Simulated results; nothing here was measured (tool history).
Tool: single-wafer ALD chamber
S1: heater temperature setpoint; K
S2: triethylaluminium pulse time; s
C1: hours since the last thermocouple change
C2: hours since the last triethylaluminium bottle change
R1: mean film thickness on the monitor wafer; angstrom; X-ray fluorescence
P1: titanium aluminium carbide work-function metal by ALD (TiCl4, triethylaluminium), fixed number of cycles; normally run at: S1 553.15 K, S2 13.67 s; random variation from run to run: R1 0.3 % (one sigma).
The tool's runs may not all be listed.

run,hour,S1,S2,C1,C2,R1
1,4.6,553.15,13.67,1273.4,949.5,18.743
2,6.8,537.15,7.55,1275.6,951.7,16.163
3,10.6,553.15,19.54,1279.4,955.5,18.990
4,14.2,530.15,13.67,1283.0,959.1,16.825
5,17.9,553.15,13.67,1286.7,962.8,18.790
6,22.1,576.15,7.89,1290.9,967.0,19.571
7,24.4,553.15,5.59,1293.2,969.3,16.216
8,27.5,553.15,13.67,1296.3,972.4,18.836
9,31.4,543.15,18.45,1300.2,976.3,18.110
10,35.3,553.15,13.67,1304.1,980.2,18.713
11,38.5,575.15,13.67,1307.3,983.4,20.717
12,41.2,553.15,13.67,1310.0,986.1,18.827
13,45.5,553.15,13.67,1314.3,990.4,18.693
14,48.6,553.15,13.67,1317.4,993.5,18.530
15,51.6,553.15,13.67,1320.4,996.5,18.449
16,56.4,553.15,13.67,1325.2,1001.3,18.448
17,60.4,553.15,13.67,1329.2,1005.3,18.457
18,65.0,553.15,13.67,1333.8,1009.9,18.407
19,68.8,553.15,13.67,1337.6,1013.7,18.477

What P1 gives has crept away from where it was. These 2 causes fit the log equally well, each at the size given:
A: triethylaluminium dose below that of a fresh bottle (%) = 24
B: wafer temperature below the value expected at the setpoint (K) = 4.07
The creep began at about hour 41.2.

4 check runs are offered, one wafer each, their results left as question marks. Which one tells the causes apart?
check 1,72.6,535.15,13.67,,,?
check 2,72.6,571.15,13.67,,,?
check 3,72.6,570.15,13.67,,,?
check 4,72.6,565.15,6.61,,,?

What each check would give under each cause:
check,result,if A,if B
check 1,R1,16.909,16.888
check 2,R1,20.005,20.030
check 3,R1,19.917,19.941
check 4,R1,16.494,17.661
How far apart the two closest causes lie, in the result that separates them most: check 1 0.12 %; check 2 0.13 %; check 3 0.12 %; check 4 6.84 %
Check 4 tells the causes apart: in the others they would give nearly the same result.

Then check 4 was run and gave: R1 17.623 angstrom. Which cause is it?

It is B: wafer temperature below the value expected at the setpoint (K).
